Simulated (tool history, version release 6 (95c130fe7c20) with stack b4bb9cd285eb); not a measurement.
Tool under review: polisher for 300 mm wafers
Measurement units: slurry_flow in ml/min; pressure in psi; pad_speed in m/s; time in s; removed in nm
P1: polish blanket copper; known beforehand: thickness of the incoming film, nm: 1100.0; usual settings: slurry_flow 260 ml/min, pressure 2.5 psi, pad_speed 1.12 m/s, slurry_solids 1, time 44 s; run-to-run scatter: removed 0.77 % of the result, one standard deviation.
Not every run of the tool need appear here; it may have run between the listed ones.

run	hour	slurry_flow	pressure	pad_speed	slurry_solids	time	removed
1	13.8	260	2.5	1.12	1	44	134.42
2	31.2	260	2.5	1.12	0.5	44	116.32
# hour 40.3: head pressure recalibrated
3	47.7	260	2.5	1.12	1.25	44	140.24
4	59.2	155	2.5	1.12	1	44	124.23
5	70.1	260	2.5	0.68	1.2	44	84.695
6	81.5	175	3.7	1.12	1	44	187.91
7	91.9	365	2.5	1.12	1	44	137.89
8	105.2	260	2.5	1.12	1	44	135.25
9	116.6	260	2.5	0.66	1	44	79.335
10	129.6	260	2.5	1.12	1	67	205.14
11	141.2	260	2.5	1.12	1	44	136.3
12	150.7	260	2.5	1.12	1	44	133.64
13	166.9	260	1.1	1.12	1	44	58.909
14	179.8	260	2.5	1.12	1	20	60.847
15	190.5	260	3.5	1.12	1	44	187.46
16	201.9	260	2.5	1.66	1	44	199.23
17	210.7	260	2.5	1.12	1	44	134.09
18	220.9	260	2.5	1.12	1	44	132.69
19	231	260	2.5	1.12	1	44	133.45
20	249.6	260	2.5	1.12	1	44	129.58
21	263	260	2.5	1.12	1	44	130.24
# hour 267.7: worn pad replaced by a new one
22	272.6	260	2.5	1.12	1	44	129.35
23	283.8	260	2.5	1.12	1	44	128.86

What will run 24 give?
# hour 294.7: head pressure recalibrated
24	302.1	260	2.5	1.12	1	44	?

removed: 129.9 nm
